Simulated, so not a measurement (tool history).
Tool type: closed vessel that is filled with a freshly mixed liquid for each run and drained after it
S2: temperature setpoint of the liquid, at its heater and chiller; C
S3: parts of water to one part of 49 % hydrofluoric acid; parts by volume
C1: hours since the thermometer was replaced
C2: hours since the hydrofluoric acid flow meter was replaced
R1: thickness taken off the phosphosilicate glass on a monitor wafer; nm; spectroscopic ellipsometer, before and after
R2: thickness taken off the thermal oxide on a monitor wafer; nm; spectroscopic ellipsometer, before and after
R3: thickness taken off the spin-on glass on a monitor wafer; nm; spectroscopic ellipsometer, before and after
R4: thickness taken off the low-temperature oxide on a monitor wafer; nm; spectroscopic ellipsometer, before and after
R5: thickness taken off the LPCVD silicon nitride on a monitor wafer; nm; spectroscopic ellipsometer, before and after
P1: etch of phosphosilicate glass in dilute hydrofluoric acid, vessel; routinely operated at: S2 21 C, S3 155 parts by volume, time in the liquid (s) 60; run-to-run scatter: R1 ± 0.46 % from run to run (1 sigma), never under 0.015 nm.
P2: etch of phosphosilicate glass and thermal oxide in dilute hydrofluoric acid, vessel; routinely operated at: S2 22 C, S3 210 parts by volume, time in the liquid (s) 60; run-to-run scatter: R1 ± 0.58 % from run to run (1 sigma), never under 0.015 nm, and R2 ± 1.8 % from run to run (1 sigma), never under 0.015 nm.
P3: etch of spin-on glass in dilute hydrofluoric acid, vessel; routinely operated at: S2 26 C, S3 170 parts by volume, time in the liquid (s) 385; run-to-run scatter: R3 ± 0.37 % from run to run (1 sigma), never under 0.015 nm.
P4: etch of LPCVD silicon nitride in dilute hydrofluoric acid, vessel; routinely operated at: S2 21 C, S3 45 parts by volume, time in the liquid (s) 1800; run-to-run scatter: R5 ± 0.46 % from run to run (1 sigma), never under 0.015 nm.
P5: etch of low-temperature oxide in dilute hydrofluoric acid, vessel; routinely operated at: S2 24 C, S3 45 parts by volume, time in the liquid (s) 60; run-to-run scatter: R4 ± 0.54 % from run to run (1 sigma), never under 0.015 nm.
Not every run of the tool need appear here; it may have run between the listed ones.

{"run": 1, "hour": 15.3, "process that ran": "P1", "S2": 21, "S3": 155, "time in the liquid (s)": 60, "C1": 310.8, "C2": 997.6, "R1": 64.439}
{"run": 2, "hour": 24.7, "process that ran": "P2", "S2": 22, "S3": 50, "time in the liquid (s)": 60, "C1": 320.2, "C2": 1007, "R1": 237.31, "R2": 5.7176}
{"run": 3, "hour": 37.2, "process that ran": "P1", "S2": 21, "S3": 155, "time in the liquid (s)": 60, "C1": 332.7, "C2": 1019.5, "R1": 64.622}
{"run": 4, "hour": 49.0, "process that ran": "P3", "S2": 26, "S3": 170, "time in the liquid (s)": 385, "C1": 344.5, "C2": 1031.3, "R3": 50.929}
{"run": 5, "hour": 64.1, "process that ran": "P1", "S2": 21, "S3": 65, "time in the liquid (s)": 60, "C1": 359.6, "C2": 1046.4, "R1": 170.15}
{"run": 6, "hour": 74.5, "process that ran": "P3", "S2": 26, "S3": 295, "time in the liquid (s)": 385, "C1": 370, "C2": 1056.8, "R3": 25.492}
{"run": 7, "hour": 92.6, "process that ran": "P3", "S2": 18, "S3": 170, "time in the liquid (s)": 385, "C1": 388.1, "C2": 1074.9, "R3": 37.21}
{"run": 8, "hour": 108.6, "process that ran": "P5", "S2": 24, "S3": 45, "time in the liquid (s)": 90, "C1": 404.1, "C2": 1090.9, "R4": 22.585}
{"run": 9, "hour": 120.4, "process that ran": "P5", "S2": 24, "S3": 45, "time in the liquid (s)": 60, "C1": 415.9, "C2": 1102.7, "R4": 15.078}
{"run": 10, "hour": 136.2, "process that ran": "P5", "S2": 24, "S3": 45, "time in the liquid (s)": 60, "C1": 431.7, "C2": 1118.5, "R4": 15.21}
{"run": 11, "hour": 146.9, "process that ran": "P1", "S2": 29, "S3": 155, "time in the liquid (s)": 60, "C1": 442.4, "C2": 1129.2, "R1": 87.555}
{"run": 12, "hour": 162.8, "process that ran": "P5", "S2": 24, "S3": 20, "time in the liquid (s)": 60, "C1": 458.3, "C2": 1145.1, "R4": 35.323}
{"run": 13, "hour": 176.0, "process that ran": "P4", "S2": 21, "S3": 45, "time in the liquid (s)": 1800, "C1": 471.5, "C2": 1158.3, "R5": 14.353}
{"run": 14, "hour": 191.0, "process that ran": "P1", "S2": 21, "S3": 155, "time in the liquid (s)": 120, "C1": 486.5, "C2": 1173.3, "R1": 129.06}
{"run": 15, "hour": 207.5, "process that ran": "P4", "S2": 17, "S3": 45, "time in the liquid (s)": 1800, "C1": 503, "C2": 1189.8, "R5": 10.807}
{"run": 16, "hour": 222.5, "process that ran": "P1", "S2": 21, "S3": 275, "time in the liquid (s)": 60, "C1": 518, "C2": 1204.8, "R1": 32.338}
{"run": 17, "hour": 238.9, "process that ran": "P4", "S2": 21, "S3": 45, "time in the liquid (s)": 2625, "C1": 534.4, "C2": 1221.2, "R5": 20.747}
{"run": 18, "hour": 252.4, "process that ran": "P1", "S2": 21, "S3": 155, "time in the liquid (s)": 60, "C1": 547.9, "C2": 1234.7, "R1": 64.331}
{"run": 19, "hour": 269.6, "process that ran": "P2", "S2": 25.5, "S3": 210, "time in the liquid (s)": 60, "C1": 565.1, "C2": 1251.9, "R1": 53.356, "R2": 1.2571}
{"run": 20, "hour": 283.1, "process that ran": "P1", "S2": 21, "S3": 155, "time in the liquid (s)": 60, "C1": 578.6, "C2": 1265.4, "R1": 64.514}
{"run": 21, "hour": 299.7, "process that ran": "P1", "S2": 21, "S3": 155, "time in the liquid (s)": 60, "C1": 595.2, "C2": 1282, "R1": 64.355}
{"run": 22, "hour": 309.8, "process that ran": "P5", "S2": 31, "S3": 45, "time in the liquid (s)": 60, "C1": 605.3, "C2": 1292.1, "R4": 20.094}
{"run": 23, "hour": 327.7, "process that ran": "P3", "S2": 26, "S3": 170, "time in the liquid (s)": 385, "C1": 623.2, "C2": 1310, "R3": 51.081}
{"run": 24, "hour": 337.2, "process that ran": "P1", "S2": 21, "S3": 155, "time in the liquid (s)": 60, "C1": 632.7, "C2": 1319.5, "R1": 64.895}
{"run": 25, "hour": 351.2, "process that ran": "P3", "S2": 26, "S3": 170, "time in the liquid (s)": 135, "C1": 646.7, "C2": 1333.5, "R3": 17.831}
{"run": 26, "hour": 369.0, "process that ran": "P1", "S2": 21, "S3": 155, "time in the liquid (s)": 30, "C1": 664.5, "C2": 1351.3, "R1": 32.232}
{"run": 27, "hour": 387.6, "process that ran": "P2", "S2": 22, "S3": 210, "time in the liquid (s)": 60, "C1": 683.1, "C2": 1369.9, "R1": 47.028, "R2": 1.1179}
{"run": 28, "hour": 406.2, "process that ran": "P4", "S2": 21, "S3": 65, "time in the liquid (s)": 1800, "C1": 701.7, "C2": 1388.5, "R5": 10.027}
{"run": 29, "hour": 421.0, "process that ran": "P1", "S2": 21, "S3": 260, "time in the liquid (s)": 30, "C1": 716.5, "C2": 1403.3, "R1": 17.21}
{"run": 30, "hour": 432.4, "process that ran": "P2", "S2": 22, "S3": 210, "time in the liquid (s)": 105, "C1": 727.9, "C2": 1414.7, "R1": 81.563, "R2": 1.961}
{"run": 31, "hour": 451.0, "process that ran": "P1", "S2": 17, "S3": 155, "time in the liquid (s)": 60, "C1": 746.5, "C2": 1433.3, "R1": 55.396}
{"run": 32, "hour": 465.6, "process that ran": "P1", "S2": 21, "S3": 155, "time in the liquid (s)": 60, "C1": 761.1, "C2": 1447.9, "R1": 64.69}
{"run": 33, "hour": 475.4, "process that ran": "P1", "S2": 21, "S3": 155, "time in the liquid (s)": 60, "C1": 770.9, "C2": 1457.7, "R1": 63.327}
{"run": 34, "hour": 492.1, "process that ran": "P1", "S2": 21, "S3": 155, "time in the liquid (s)": 60, "C1": 787.6, "C2": 1474.4, "R1": 61.53}
{"run": 35, "hour": 508.9, "process that ran": "P1", "S2": 21, "S3": 155, "time in the liquid (s)": 60, "C1": 804.4, "C2": 1491.2, "R1": 61.043}
{"run": 36, "hour": 522.3, "process that ran": "P1", "S2": 21, "S3": 155, "time in the liquid (s)": 60, "C1": 817.8, "C2": 1504.6, "R1": 60.953}
{"run": 37, "hour": 540.5, "process that ran": "P1", "S2": 21, "S3": 155, "time in the liquid (s)": 60, "C1": 836, "C2": 1522.8, "R1": 60.75}
{"run": 38, "hour": 550.5, "process that ran": "P1", "S2": 21, "S3": 155, "time in the liquid (s)": 60, "C1": 846, "C2": 1532.8, "R1": 60.857}
{"run": 39, "hour": 567.3, "process that ran": "P1", "S2": 21, "S3": 155, "time in the liquid (s)": 60, "C1": 862.8, "C2": 1549.6, "R1": 60.671}

P1 no longer gives what it gave before; its output has crept away from where it was. The following 2 causes, each at its listed size, fit the log equally well:
A: hydrofluoric acid flow below the setpoint (%) = 5.38
B: liquid colder than its thermometer reads (K) = 1.64
The drift started at roughly hour 465.6.

Consider the 4 single-wafer check runs listed below, results given as question marks: which one distinguishes between the causes by giving clearly different results for each?
{"run": "check 1", "hour": 584.1, "process that ran": "P3", "S2": 26, "S3": 170, "time in the liquid (s)": 385, "R3": "?"}
{"run": "check 2", "hour": 584.1, "process that ran": "P5", "S2": 24, "S3": 45, "time in the liquid (s)": 60, "R4": "?"}
{"run": "check 3", "hour": 584.1, "process that ran": "P2", "S2": 22, "S3": 210, "time in the liquid (s)": 60, "R1": "?", "R2": "?"}
{"run": "check 4", "hour": 584.1, "process that ran": "P4", "S2": 21, "S3": 45, "time in the liquid (s)": 1800, "R5": "?"}

Predicted outcomes, by check and by cause:
check=check_1 result=R3 if_A=47.603 if_B=47.863
check=check_2 result=R4 if_A=14.321 if_B=14.186
check=check_3 result=R1 if_A=43.872 if_B=44.102
check=check_3 result=R2 if_A=1.0683 if_B=1.0739
check=check_4 result=R5 if_A=13.539 if_B=12.747
How far apart the two closest causes lie, in the result that separates them most: check 1 0.55 %; check 2 0.95 %; check 3 0.52 %; check 4 6.02 %
The causes can be told apart only by check 4. The other checks would give nearly the same results under each of them.

Running check 4 produced the following: R5 13.525 nm. Which one of the listed causes fits?

It is A: hydrofluoric acid flow below the setpoint (%).
